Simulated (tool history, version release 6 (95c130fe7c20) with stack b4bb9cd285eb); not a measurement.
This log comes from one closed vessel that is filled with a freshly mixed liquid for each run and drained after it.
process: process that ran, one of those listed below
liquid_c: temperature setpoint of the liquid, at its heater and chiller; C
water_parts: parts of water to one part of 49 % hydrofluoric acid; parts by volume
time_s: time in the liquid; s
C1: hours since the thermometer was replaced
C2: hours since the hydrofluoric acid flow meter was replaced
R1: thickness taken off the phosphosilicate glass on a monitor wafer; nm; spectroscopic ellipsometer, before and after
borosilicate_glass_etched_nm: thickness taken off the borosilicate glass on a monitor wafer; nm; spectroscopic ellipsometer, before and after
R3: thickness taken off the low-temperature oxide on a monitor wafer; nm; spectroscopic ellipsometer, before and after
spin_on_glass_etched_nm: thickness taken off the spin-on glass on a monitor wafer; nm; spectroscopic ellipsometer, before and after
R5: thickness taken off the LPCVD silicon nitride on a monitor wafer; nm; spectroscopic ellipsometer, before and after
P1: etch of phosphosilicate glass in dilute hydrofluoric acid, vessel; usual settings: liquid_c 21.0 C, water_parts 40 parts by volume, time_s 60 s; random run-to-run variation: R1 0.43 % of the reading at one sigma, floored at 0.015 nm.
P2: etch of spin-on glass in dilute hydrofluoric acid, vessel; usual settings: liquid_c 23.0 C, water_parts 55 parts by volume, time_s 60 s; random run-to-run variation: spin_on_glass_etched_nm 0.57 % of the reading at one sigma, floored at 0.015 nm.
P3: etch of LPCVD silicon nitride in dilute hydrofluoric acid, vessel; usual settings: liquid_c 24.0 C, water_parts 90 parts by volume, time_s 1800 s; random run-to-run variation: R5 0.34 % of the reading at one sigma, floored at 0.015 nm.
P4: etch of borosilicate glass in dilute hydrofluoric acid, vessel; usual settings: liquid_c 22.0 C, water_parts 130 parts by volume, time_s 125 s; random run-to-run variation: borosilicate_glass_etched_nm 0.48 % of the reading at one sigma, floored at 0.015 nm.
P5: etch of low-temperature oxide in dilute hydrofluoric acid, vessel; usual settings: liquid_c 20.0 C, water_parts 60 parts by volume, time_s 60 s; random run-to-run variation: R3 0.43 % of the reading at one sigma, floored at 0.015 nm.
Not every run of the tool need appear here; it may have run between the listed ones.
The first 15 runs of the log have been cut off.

{"run": 16, "hour": 139.5, "process": "P1", "liquid_c": 29.0, "water_parts": 40, "time_s": 60, "C1": 408.5, "C2": 349.9, "R1": 248.82}
{"run": 17, "hour": 153.3, "process": "P1", "liquid_c": 21.0, "water_parts": 40, "time_s": 30, "C1": 422.3, "C2": 363.7, "R1": 90.576}
{"run": 18, "hour": 163.6, "process": "P1", "liquid_c": 24.5, "water_parts": 40, "time_s": 95, "C1": 432.6, "C2": 374.0, "R1": 330.25}
{"run": 19, "hour": 172.6, "process": "P3", "liquid_c": 24.0, "water_parts": 90, "time_s": 260, "C1": 441.6, "C2": 383.0, "R5": 1.3758}
{"run": 20, "hour": 184.6, "process": "P5", "liquid_c": 20.0, "water_parts": 60, "time_s": 60, "C1": 453.6, "C2": 395.0, "R3": 9.7223}
{"run": 21, "hour": 196.0, "process": "P1", "liquid_c": 21.0, "water_parts": 40, "time_s": 95, "C1": 465.0, "C2": 406.4, "R1": 286.47}
{"run": 22, "hour": 206.4, "process": "P1", "liquid_c": 21.0, "water_parts": 40, "time_s": 60, "C1": 475.4, "C2": 416.8, "R1": 180.29}
{"run": 23, "hour": 218.7, "process": "P1", "liquid_c": 21.0, "water_parts": 40, "time_s": 60, "C1": 487.7, "C2": 429.1, "R1": 181.03}
{"run": 24, "hour": 226.4, "process": "P5", "liquid_c": 20.0, "water_parts": 60, "time_s": 115, "C1": 495.4, "C2": 436.8, "R3": 18.633}
{"run": 25, "hour": 239.6, "process": "P1", "liquid_c": 21.0, "water_parts": 20, "time_s": 60, "C1": 508.6, "C2": 450.0, "R1": 368.16}
{"run": 26, "hour": 249.4, "process": "P1", "liquid_c": 21.0, "water_parts": 55, "time_s": 30, "C1": 518.4, "C2": 459.8, "R1": 64.496}
{"run": 27, "hour": 258.6, "process": "P4", "liquid_c": 22.0, "water_parts": 130, "time_s": 200, "C1": 527.6, "C2": 469.0, "borosilicate_glass_etched_nm": 25.971}
{"run": 28, "hour": 271.3, "process": "P2", "liquid_c": 23.0, "water_parts": 55, "time_s": 60, "C1": 540.3, "C2": 481.7, "spin_on_glass_etched_nm": 45.972}
{"run": 29, "hour": 283.8, "process": "P4", "liquid_c": 17.0, "water_parts": 130, "time_s": 125, "C1": 552.8, "C2": 494.2, "borosilicate_glass_etched_nm": 13.324}
{"run": 30, "hour": 298.1, "process": "P1", "liquid_c": 17.0, "water_parts": 20, "time_s": 60, "C1": 567.1, "C2": 508.5, "R1": 308.44}
{"run": 31, "hour": 308.7, "process": "P1", "liquid_c": 21.0, "water_parts": 40, "time_s": 60, "C1": 577.7, "C2": 519.1, "R1": 181.11}
{"run": 32, "hour": 317.7, "process": "P1", "liquid_c": 21.0, "water_parts": 40, "time_s": 60, "C1": 586.7, "C2": 528.1, "R1": 181.75}
{"run": 33, "hour": 325.1, "process": "P1", "liquid_c": 21.0, "water_parts": 40, "time_s": 60, "C1": 594.1, "C2": 535.5, "R1": 180.37}
{"run": 34, "hour": 337.0, "process": "P1", "liquid_c": 21.0, "water_parts": 40, "time_s": 60, "C1": 606.0, "C2": 547.4, "R1": 187.87}
{"run": 35, "hour": 351.5, "process": "P1", "liquid_c": 21.0, "water_parts": 40, "time_s": 60, "C1": 620.5, "C2": 561.9, "R1": 192.24}
{"run": 36, "hour": 365.4, "process": "P1", "liquid_c": 21.0, "water_parts": 40, "time_s": 60, "C1": 634.4, "C2": 575.8, "R1": 196.4}
{"run": 37, "hour": 377.9, "process": "P1", "liquid_c": 21.0, "water_parts": 40, "time_s": 60, "C1": 646.9, "C2": 588.3, "R1": 196.08}
{"run": 38, "hour": 388.0, "process": "P1", "liquid_c": 21.0, "water_parts": 40, "time_s": 60, "C1": 657.0, "C2": 598.4, "R1": 197.19}
{"run": 39, "hour": 401.6, "process": "P1", "liquid_c": 21.0, "water_parts": 40, "time_s": 60, "C1": 670.6, "C2": 612.0, "R1": 197.67}
{"run": 40, "hour": 411.9, "process": "P1", "liquid_c": 21.0, "water_parts": 40, "time_s": 60, "C1": 680.9, "C2": 622.3, "R1": 198.54}

Run 41 has not been measured yet. What should we expect?
{"run": 41, "hour": 424.9, "process": "P1", "liquid_c": 21.0, "water_parts": 40, "time_s": 60, "C1": 693.9, "C2": 635.3, "R1": "?"}

{"run 41": {"R1": 198.25}}

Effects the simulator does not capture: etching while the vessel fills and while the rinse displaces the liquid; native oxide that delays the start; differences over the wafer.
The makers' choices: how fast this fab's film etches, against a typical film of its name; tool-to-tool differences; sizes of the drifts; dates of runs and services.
